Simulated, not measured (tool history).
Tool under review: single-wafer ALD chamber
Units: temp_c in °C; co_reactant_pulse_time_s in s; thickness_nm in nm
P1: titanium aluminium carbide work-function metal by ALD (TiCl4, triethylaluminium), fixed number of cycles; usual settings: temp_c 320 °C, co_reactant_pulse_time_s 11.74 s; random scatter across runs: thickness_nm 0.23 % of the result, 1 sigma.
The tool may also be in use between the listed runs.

run   hour  temp_c  co_reactant_pulse_time_s  thickness_nm
  1   17.2     320                     11.74        2.2818
  2   30.2     320                     11.74        2.2796
  3   44.3     320                     16.10        2.3132
  4   54.0     334                     18.59        2.4382
  5   66.3     320                     11.74        2.2730
  6   83.3     320                     11.74        2.2792
      97.2  -- thermocouple changed; heater temperature recalibrated
  7  101.2     296                     11.74        2.0591
  8  109.6     320                      5.37        1.9549
  9  122.2     340                     11.74        2.4697
 10  138.5     320                     11.74        2.2844
 11  149.7     320                     11.74        2.2727
 12  158.1     320                     11.74        2.2663
 13  170.3     320                     11.74        2.2528
 14  186.2     320                     11.74        2.2316

Run 15, settings as shown, results not yet in. Your forecast:
 15  201.4     320                     11.74             ?

{"run 15": {"thickness_nm": 2.2245}}
